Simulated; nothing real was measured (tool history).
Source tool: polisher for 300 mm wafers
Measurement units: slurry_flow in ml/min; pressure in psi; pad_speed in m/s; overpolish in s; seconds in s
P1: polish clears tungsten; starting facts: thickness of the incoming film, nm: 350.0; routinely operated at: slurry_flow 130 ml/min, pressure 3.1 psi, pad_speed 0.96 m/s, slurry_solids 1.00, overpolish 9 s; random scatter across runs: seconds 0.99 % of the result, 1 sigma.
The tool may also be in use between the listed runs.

run   hour  slurry_flow  pressure  pad_speed  slurry_solids  overpolish  wafers polished on this pad  hours since the slurry nozzle was cleaned  hours since the head pressure was calibrated  hours since the slurry blender was calibrated  hours since the slurry got fresh peroxide  seconds
  1    3.2          130       3.1       0.96           1.00           9                          230                                      507.6                                         622.0                                          147.3                                       19.7   77.012
  2    6.2          130       4.8       0.96           1.00           9                          253                                      510.6                                         625.0                                          150.3                                       22.7   49.485
  3   11.2           80       3.1       0.96           1.00           9                          292                                      515.6                                         630.0                                          155.3                                       27.7   88.633
      14.3  -- slurry blender recalibrated
  4   15.8          175       1.4       0.96           1.00           9                          329                                      520.2                                         634.6                                            1.6                                       32.3  160.890
      16.6  -- slurry nozzle cleaned
  5   20.0          130       3.1       0.96           1.25           9                          362                                        3.5                                         638.8                                            5.8                                       36.5   73.585
      23.0  -- worn pad replaced by a new one
  6   24.4          130       3.1       0.96           1.00           9                           11                                        7.9                                         643.2                                           10.2                                       40.9   77.756
  7   30.5          130       3.1       0.96           1.00           9                           59                                       14.0                                         649.3                                           16.3                                       47.0   75.930
  8   33.6          130       3.1       1.46           1.00           9                           83                                       17.1                                         652.4                                           19.4                                       50.1   49.916
  9   38.7          130       3.1       0.96           1.00          17                          123                                       22.2                                         657.5                                           24.5                                       55.2   77.241
 10   43.8          130       3.1       0.96           0.65           9                          163                                       27.3                                         662.6                                           29.6                                       60.3   85.544
 11   47.7          130       3.1       0.96           1.00           9                          194                                       31.2                                         666.5                                           33.5                                       64.2   77.977
 12   52.5          130       3.1       0.96           1.00           3                          232                                       36.0                                         671.3                                           38.3                                       69.0   76.028
 13   57.0          195       3.1       0.96           1.00           9                          267                                       40.5                                         675.8                                           42.8                                       73.5   71.527
 14   62.6          130       3.1       0.96           1.00           9                          311                                       46.1                                         681.4                                           48.4                                       79.1   75.973
 15   67.9          130       3.1       0.96           1.00           9                          353                                       51.4                                         686.7                                           53.7                                       84.4   76.402
 16   72.8          130       1.5       0.96           1.00           9                          392                                       56.3                                         691.6                                           58.6                                       89.3  156.900
 17   76.3          130       3.1       0.58           1.00           9                          419                                       59.8                                         695.1                                           62.1                                       92.8  128.270
 18   82.4          130       3.1       0.96           0.65           4                          467                                       65.9                                         701.2                                           68.2                                       98.9   83.618
 19   87.8          130       3.1       0.96           1.00           9                          510                                       71.3                                         706.6                                           73.6                                      104.3   75.921
 20   93.5          130       3.1       0.96           1.00           9                          555                                       77.0                                         712.3                                           79.3                                      110.0   81.332
 21   96.6          130       3.1       0.96           1.00           9                          579                                       80.1                                         715.4                                           82.4                                      113.1   81.142
     101.6  -- slurry blender recalibrated
     102.3  -- head pressure recalibrated
 22  103.0          130       3.1       0.96           1.00           9                          629                                       86.5                                           0.8                                            1.5                                      119.5   84.758
     105.4  -- worn pad replaced by a new one
 23  109.0          130       3.1       0.96           1.00           9                           29                                       92.5                                           6.8                                            7.5                                      125.5   87.065
 24  114.4          130       3.1       0.96           1.00           9                           71                                       97.9                                          12.2                                           12.9                                      130.9   86.849
 25  119.5          130       3.1       0.96           1.00           9                          111                                      103.0                                          17.3                                           18.0                                      136.0   86.470

What P1 gives has crept away from where it was. These 2 causes fit the log equally well, each at the size given:
A: slurry flow missing at the pad, % = 39.3
B: peroxide lost from the slurry, % = 26.9
The drift started at roughly hour 87.8.
All other causes, with the reason each is excluded:
removal rate lost through wear of the pad, %: serviced at hour 105.4, which brought nothing back
head's pressure below its setpoint, %: serviced at hour 102.3, which brought nothing back
abrasive missing from the slurry, %: serviced at hour 101.6, which brought nothing back

Consider the 4 check runs below, whose results appear as question marks and each of which averages 2 wafers. Which one distinguishes the causes, in that each cause would give it a clearly different result?
check 1  124.6          130       3.1       1.38           1.00           9                                                                                                                                                                                                                        ?
check 2  124.6           85       3.1       0.96           1.00          14                                                                                                                                                                                                                        ?
check 3  124.6          130       3.1       1.44           1.00           9                                                                                                                                                                                                                        ?
check 4  124.6          130       1.9       0.60           1.00           9                                                                                                                                                                                                                        ?

Predicted outcomes, by check and by cause:
  check   result     if A     if B
check 1  seconds   60.664   60.662
check 2  seconds  101.900   96.556
check 3  seconds   58.136   58.134
check 4  seconds  227.650  227.640
Separation of the two closest causes in each check, using whichever result separates them best: check 1 0 %; check 2 5.39 %; check 3 0 %; check 4 0 %
The causes can be told apart only by check 2. The other checks would give nearly the same results under each of them.

Here is what check 2 returned: seconds 101.930 s. Which cause is it?

The correct cause is A, namely: slurry flow missing at the pad, %.
